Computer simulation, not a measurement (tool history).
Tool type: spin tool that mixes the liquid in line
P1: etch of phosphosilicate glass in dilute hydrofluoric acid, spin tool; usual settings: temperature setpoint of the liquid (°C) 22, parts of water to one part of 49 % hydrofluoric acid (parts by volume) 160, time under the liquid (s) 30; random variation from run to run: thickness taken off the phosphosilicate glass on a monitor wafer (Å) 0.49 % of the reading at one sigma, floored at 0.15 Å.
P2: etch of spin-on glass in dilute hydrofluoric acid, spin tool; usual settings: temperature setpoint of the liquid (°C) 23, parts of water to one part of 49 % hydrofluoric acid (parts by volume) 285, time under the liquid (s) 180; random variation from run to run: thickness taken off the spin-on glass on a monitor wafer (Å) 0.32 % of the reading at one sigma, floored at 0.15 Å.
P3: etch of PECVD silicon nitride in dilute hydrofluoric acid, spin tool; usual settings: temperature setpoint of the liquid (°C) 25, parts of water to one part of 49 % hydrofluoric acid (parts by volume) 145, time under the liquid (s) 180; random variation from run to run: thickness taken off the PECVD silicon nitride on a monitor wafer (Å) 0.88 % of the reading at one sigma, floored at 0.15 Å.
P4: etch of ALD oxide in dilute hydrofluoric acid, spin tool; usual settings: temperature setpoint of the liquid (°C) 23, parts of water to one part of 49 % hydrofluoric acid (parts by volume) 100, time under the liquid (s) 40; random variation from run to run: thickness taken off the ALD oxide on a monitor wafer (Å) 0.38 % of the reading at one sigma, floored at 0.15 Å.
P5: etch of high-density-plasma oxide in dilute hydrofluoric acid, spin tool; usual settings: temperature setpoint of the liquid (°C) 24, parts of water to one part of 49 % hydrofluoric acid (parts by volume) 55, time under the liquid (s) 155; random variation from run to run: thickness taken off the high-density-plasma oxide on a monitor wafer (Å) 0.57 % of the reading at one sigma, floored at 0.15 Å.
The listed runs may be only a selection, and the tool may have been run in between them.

| run | hour | process that ran | temperature setpoint of the liquid (°C) | parts of water to one part of 49 % hydrofluoric acid (parts by volume) | time under the liquid (s) | hours since the thermometer was replaced | hours since the hydrofluoric acid flow meter was replaced | thickness taken off the phosphosilicate glass on a monitor wafer (Å) | thickness taken off the spin-on glass on a monitor wafer (Å) | thickness taken off the high-density-plasma oxide on a monitor wafer (Å) | thickness taken off the PECVD silicon nitride on a monitor wafer (Å) | thickness taken off the ALD oxide on a monitor wafer (Å) |
|---|---|---|---|---|---|---|---|---|---|---|---|---|
| 1 | 7.5 | P1 | 22 | 160 | 30 | 1084.3 | 396.8 | 326.35 |  |  |  |  |
| 2 | 11.7 | P1 | 22 | 160 | 30 | 1088.5 | 401 | 329.07 |  |  |  |  |
| 3 | 16.3 | P1 | 22 | 160 | 30 | 1093.1 | 405.6 | 327.23 |  |  |  |  |
| 4 | 21.5 | P1 | 22 | 160 | 30 | 1098.3 | 410.8 | 327.37 |  |  |  |  |
| 5 | 30.4 | P2 | 23 | 285 | 180 | 1107.2 | 419.7 |  | 183.92 |  |  |  |
| 6 | 36.2 | P1 | 22 | 160 | 55 | 1113 | 425.5 | 601.16 |  |  |  |  |
| 7 | 40.8 | P1 | 18 | 160 | 30 | 1117.6 | 430.1 | 281.35 |  |  |  |  |
| 8 | 48 | P5 | 24 | 55 | 155 | 1124.8 | 437.3 |  |  | 155.31 |  |  |
| 9 | 56.5 | P3 | 17 | 145 | 180 | 1133.3 | 445.8 |  |  |  | 14.87 |  |
| 10 | 65.8 | P4 | 23 | 100 | 80 | 1142.6 | 455.1 |  |  |  |  | 190.17 |
| 11 | 72.4 | P3 | 25 | 30 | 180 | 1149.2 | 461.7 |  |  |  | 119.29 |  |
| 12 | 78.1 | P5 | 29 | 55 | 155 | 1154.9 | 467.4 |  |  | 191.6 |  |  |
| 13 | 83.4 | P5 | 24 | 100 | 155 | 1160.2 | 472.7 |  |  | 79.881 |  |  |
| 14 | 90.8 | P1 | 22 | 255 | 30 | 1167.6 | 480.1 | 185.48 |  |  |  |  |
| 15 | 98.1 | P2 | 17 | 285 | 180 | 1174.9 | 487.4 |  | 146.79 |  |  |  |
| 16 | 105.1 | P1 | 22 | 160 | 30 | 1181.9 | 494.4 | 325.74 |  |  |  |  |
| 17 | 109.8 | P3 | 25 | 145 | 325 | 1186.6 | 499.1 |  |  |  | 45.542 |  |
| 18 | 116 | P1 | 22 | 45 | 30 | 1192.8 | 505.3 | 1339.4 |  |  |  |  |
| 19 | 123 | P2 | 23 | 285 | 325 | 1199.8 | 512.3 |  | 331.4 |  |  |  |
| 20 | 132.2 | P1 | 28.5 | 160 | 30 | 1209 | 521.5 | 422.2 |  |  |  |  |
| 21 | 141.8 | P1 | 17 | 45 | 30 | 1218.6 | 531.1 | 1075.6 |  |  |  |  |
| 22 | 149 | P4 | 23 | 180 | 40 | 1225.8 | 538.3 |  |  |  |  | 48.864 |
| 23 | 153.4 | P2 | 23 | 155 | 180 | 1230.2 | 542.7 |  | 386.95 |  |  |  |
| 24 | 161.4 | P2 | 23 | 285 | 180 | 1238.2 | 550.7 |  | 183.71 |  |  |  |
|  | 169.4 | thermometer replaced |
| 25 | 169.7 | P5 | 24 | 55 | 25 | 0.3 | 559 |  |  | 24.931 |  |  |
| 26 | 174.3 | P3 | 25 | 145 | 180 | 4.9 | 563.6 |  |  |  | 25.348 |  |
| 27 | 179 | P1 | 22 | 160 | 15 | 9.6 | 568.3 | 163.54 |  |  |  |  |
| 28 | 186.5 | P4 | 23 | 100 | 40 | 17.1 | 575.8 |  |  |  |  | 95.533 |
| 29 | 193.4 | P4 | 18.5 | 100 | 40 | 24 | 582.7 |  |  |  |  | 78.885 |
| 30 | 199.7 | P1 | 22 | 160 | 30 | 30.3 | 589 | 328.67 |  |  |  |  |
| 31 | 205.2 | P1 | 22 | 160 | 30 | 35.8 | 594.5 | 321.76 |  |  |  |  |
| 32 | 213.3 | P1 | 22 | 160 | 30 | 43.9 | 602.6 | 316.22 |  |  |  |  |
| 33 | 217.7 | P1 | 22 | 160 | 30 | 48.3 | 607 | 311.19 |  |  |  |  |
| 34 | 227 | P1 | 22 | 160 | 30 | 57.6 | 616.3 | 309.94 |  |  |  |  |
| 35 | 232.6 | P1 | 22 | 160 | 30 | 63.2 | 621.9 | 306.19 |  |  |  |  |
| 36 | 240.6 | P1 | 22 | 160 | 30 | 71.2 | 629.9 | 305.16 |  |  |  |  |
| 37 | 246.6 | P1 | 22 | 160 | 30 | 77.2 | 635.9 | 301.98 |  |  |  |  |
| 38 | 252.8 | P1 | 22 | 160 | 30 | 83.4 | 642.1 | 305.39 |  |  |  |  |
| 39 | 258.2 | P1 | 22 | 160 | 30 | 88.8 | 647.5 | 304.56 |  |  |  |  |
| 40 | 267.4 | P1 | 22 | 160 | 30 | 98 | 656.7 | 303.91 |  |  |  |  |
| 41 | 275.6 | P1 | 22 | 160 | 30 | 106.2 | 664.9 | 302.33 |  |  |  |  |

P1 has crept away from where it was. The log is fitted equally well by each of these 2 causes, at the sizes shown:
A: liquid colder than its thermometer reads (K) = 2.02
B: hydrofluoric acid flow below the setpoint (%) = 6.47
Onset of the creep was near hour 199.7.

The 4 check runs listed below each average the results of 2 wafers, and their outcomes are marked with question marks. Under which run would the listed causes produce clearly different results?
| check 1 | 283.8 | P5 | 24 | 90 | 155 |  |  |  |  | ? |  |  |
| check 2 | 283.8 | P2 | 23 | 200 | 275 |  |  |  | ? |  |  |  |
| check 3 | 283.8 | P4 | 23 | 170 | 40 |  |  |  |  |  |  | ? |
| check 4 | 283.8 | P3 | 18 | 145 | 180 |  |  |  |  |  | ? |  |

Predicted outcomes, by check and by cause:
| check | result | if A | if B |
|---|---|---|---|
| check 1 | thickness taken off the high-density-plasma oxide on a monitor wafer (Å) | 83.8 | 84.362 |
| check 2 | thickness taken off the spin-on glass on a monitor wafer (Å) | 404.2 | 402.17 |
| check 3 | thickness taken off the ALD oxide on a monitor wafer (Å) | 47.903 | 47.816 |
| check 4 | thickness taken off the PECVD silicon nitride on a monitor wafer (Å) | 13.695 | 14.747 |
Minimum pairwise separation of causes per check, each pair taken at its best-separating result: check 1 0.67 %; check 2 0.5 %; check 3 0.18 %; check 4 7.41 %
Check 4 distinguishes between the causes, while the remaining checks would return nearly the same result for all of them.

Here is what check 4 returned: thickness taken off the PECVD silicon nitride on a monitor wafer (Å) 13.661. Which cause is it?

A is the cause: liquid colder than its thermometer reads (K).
